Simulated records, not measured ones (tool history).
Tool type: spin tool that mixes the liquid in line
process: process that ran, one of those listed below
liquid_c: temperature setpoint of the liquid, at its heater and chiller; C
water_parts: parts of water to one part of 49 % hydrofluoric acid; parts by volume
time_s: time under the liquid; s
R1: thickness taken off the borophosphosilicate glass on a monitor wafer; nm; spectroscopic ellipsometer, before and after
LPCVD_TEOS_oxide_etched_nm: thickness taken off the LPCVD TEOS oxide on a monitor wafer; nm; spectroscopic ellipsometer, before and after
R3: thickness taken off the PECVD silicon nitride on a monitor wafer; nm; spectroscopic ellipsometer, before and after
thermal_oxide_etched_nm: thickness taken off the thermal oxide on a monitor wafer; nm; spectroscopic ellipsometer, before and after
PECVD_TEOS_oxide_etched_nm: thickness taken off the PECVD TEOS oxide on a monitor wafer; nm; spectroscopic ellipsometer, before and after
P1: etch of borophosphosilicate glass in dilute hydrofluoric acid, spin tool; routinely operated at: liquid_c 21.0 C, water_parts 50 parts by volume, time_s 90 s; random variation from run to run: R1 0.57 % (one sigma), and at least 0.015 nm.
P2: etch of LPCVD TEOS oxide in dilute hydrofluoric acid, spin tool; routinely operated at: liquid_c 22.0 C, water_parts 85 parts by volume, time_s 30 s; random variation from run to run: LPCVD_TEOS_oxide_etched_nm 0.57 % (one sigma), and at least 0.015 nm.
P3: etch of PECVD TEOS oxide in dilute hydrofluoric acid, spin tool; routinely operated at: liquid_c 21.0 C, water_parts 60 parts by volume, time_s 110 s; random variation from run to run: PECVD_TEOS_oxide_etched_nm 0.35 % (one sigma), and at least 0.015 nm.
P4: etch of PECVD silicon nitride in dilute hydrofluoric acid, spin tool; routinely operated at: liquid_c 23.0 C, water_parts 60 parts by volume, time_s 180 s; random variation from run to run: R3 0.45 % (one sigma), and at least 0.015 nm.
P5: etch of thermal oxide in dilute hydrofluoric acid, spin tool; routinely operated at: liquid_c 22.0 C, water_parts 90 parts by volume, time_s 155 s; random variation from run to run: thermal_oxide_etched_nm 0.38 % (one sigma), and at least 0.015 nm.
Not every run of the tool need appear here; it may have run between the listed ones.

run 1 day=0.325 | process=P1 liquid_c=21.0 water_parts=50 time_s=90 | R1=57.356
run 2 day=0.654 | process=P2 liquid_c=22.0 water_parts=85 time_s=30 | LPCVD_TEOS_oxide_etched_nm=18.707
run 3 day=1.092 | process=P4 liquid_c=29.0 water_parts=60 time_s=180 | R3=7.8549
run 4 day=1.679 | process=P1 liquid_c=21.0 water_parts=50 time_s=90 | R1=57.380
run 5 day=2.154 | process=P1 liquid_c=21.0 water_parts=50 time_s=90 | R1=57.398
run 6 day=2.717 | process=P5 liquid_c=22.0 water_parts=90 time_s=15 | thermal_oxide_etched_nm=0.74327
run 7 day=3.179 | process=P1 liquid_c=21.0 water_parts=50 time_s=40 | R1=25.593
run 8 day=3.754 | process=P5 liquid_c=22.0 water_parts=145 time_s=155 | thermal_oxide_etched_nm=4.56130
run 9 day=4.196 | process=P1 liquid_c=21.0 water_parts=50 time_s=90 | R1=57.233
run 10 day=4.771 | process=P4 liquid_c=23.0 water_parts=25 time_s=180 | R3=12.2870
run 11 day=5.033 | process=P1 liquid_c=21.0 water_parts=50 time_s=140 | R1=88.719
run 12 day=5.325 | process=P5 liquid_c=17.0 water_parts=90 time_s=155 | thermal_oxide_etched_nm=6.38400
run 13 day=5.850 | process=P1 liquid_c=17.0 water_parts=50 time_s=90 | R1=48.335
run 14 day=6.404 | process=P3 liquid_c=21.0 water_parts=110 time_s=110 | PECVD_TEOS_oxide_etched_nm=7.9150
run 15 day=6.917 | process=P1 liquid_c=21.0 water_parts=85 time_s=130 | R1=46.743
run 16 day=7.508 | process=P3 liquid_c=21.0 water_parts=60 time_s=55 | PECVD_TEOS_oxide_etched_nm=7.7023
run 17 day=8.021 | process=P4 liquid_c=23.0 water_parts=60 time_s=180 | R3=5.2833
run 18 day=8.596 | process=P4 liquid_c=23.0 water_parts=60 time_s=180 | R3=5.3053
run 19 day=9.025 | process=P3 liquid_c=21.0 water_parts=60 time_s=110 | PECVD_TEOS_oxide_etched_nm=15.5440
run 20 day=9.508 | process=P2 liquid_c=22.0 water_parts=85 time_s=55 | LPCVD_TEOS_oxide_etched_nm=34.164
run 21 day=9.950 | process=P3 liquid_c=17.0 water_parts=60 time_s=110 | PECVD_TEOS_oxide_etched_nm=13.0060
run 22 day=10.221 | process=P4 liquid_c=23.0 water_parts=60 time_s=260 | R3=7.6011
run 23 day=10.775 | process=P1 liquid_c=21.0 water_parts=50 time_s=90 | R1=57.217
run 24 day=11.192 | process=P1 liquid_c=25.0 water_parts=50 time_s=90 | R1=67.830
run 25 day=11.738 | process=P1 liquid_c=21.0 water_parts=90 time_s=90 | R1=30.366
run 26 day=12.271 | process=P1 liquid_c=28.0 water_parts=20 time_s=90 | R1=199.120
run 27 day=12.708 | process=P2 liquid_c=28.0 water_parts=85 time_s=30 | LPCVD_TEOS_oxide_etched_nm=23.295
run 28 day=13.004 | process=P2 liquid_c=22.0 water_parts=120 time_s=30 | LPCVD_TEOS_oxide_etched_nm=12.583
run 29 day=13.600 | process=P3 liquid_c=21.0 water_parts=60 time_s=110 | PECVD_TEOS_oxide_etched_nm=15.4340
run 30 day=14.154 | process=P1 liquid_c=21.0 water_parts=50 time_s=90 | R1=57.183
run 31 day=14.529 | process=P5 liquid_c=22.0 water_parts=90 time_s=155 | thermal_oxide_etched_nm=7.86080
run 32 day=14.817 | process=P1 liquid_c=21.0 water_parts=20 time_s=90 | R1=148.650
run 33 day=15.346 | process=P1 liquid_c=27.5 water_parts=85 time_s=90 | R1=42.104
run 34 day=15.817 | process=P2 liquid_c=22.0 water_parts=85 time_s=30 | LPCVD_TEOS_oxide_etched_nm=18.519
run 35 day=16.192 | process=P1 liquid_c=21.0 water_parts=50 time_s=90 | R1=57.372
run 36 day=16.454 | process=P1 liquid_c=21.0 water_parts=50 time_s=90 | R1=55.610
run 37 day=16.821 | process=P1 liquid_c=21.0 water_parts=50 time_s=90 | R1=54.036
run 38 day=17.108 | process=P1 liquid_c=21.0 water_parts=50 time_s=90 | R1=53.066
run 39 day=17.662 | process=P1 liquid_c=21.0 water_parts=50 time_s=90 | R1=52.418
run 40 day=18.258 | process=P1 liquid_c=21.0 water_parts=50 time_s=90 | R1=52.616
run 41 day=18.538 | process=P1 liquid_c=21.0 water_parts=50 time_s=90 | R1=52.299

P1 has crept away from where it was. The log is fitted equally well by each of these 2 causes, at the sizes shown:
A: liquid colder than its thermometer reads (K) = 2.21
B: hydrofluoric acid flow below the setpoint (%) = 8.42
The drift started at roughly day 16.192.

Listed below are the offered check runs, one wafer per run, with question marks in place of results. For which of them would the causes give clearly different outcomes?
run check 1 day=18.817 | process=P2 liquid_c=22.0 water_parts=85 time_s=30 | LPCVD_TEOS_oxide_etched_nm=?
run check 2 day=18.817 | process=P4 liquid_c=23.0 water_parts=60 time_s=180 | R3=?
run check 3 day=18.817 | process=P5 liquid_c=22.0 water_parts=90 time_s=155 | thermal_oxide_etched_nm=?
run check 4 day=18.817 | process=P3 liquid_c=21.0 water_parts=60 time_s=110 | PECVD_TEOS_oxide_etched_nm=?

Predicted outcomes, by check and by cause:
check=check_1 result=LPCVD_TEOS_oxide_etched_nm if_A=16.860 if_B=16.752
check=check_2 result=R3 if_A=4.5426 if_B=4.8450
check=check_3 result=thermal_oxide_etched_nm if_A=7.16310 if_B=7.11290
check=check_4 result=PECVD_TEOS_oxide_etched_nm if_A=14.0530 if_B=14.0340
How far apart the two closest causes lie, in the result that separates them most: check 1 0.64 %; check 2 6.44 %; check 3 0.7 %; check 4 0.14 %
The causes can be told apart only by check 2. The other checks would give nearly the same results under each of them.

After running check 2, the following was obtained: R3 4.5246 nm. Which cause does this point to?

A is the cause: liquid colder than its thermometer reads (K).
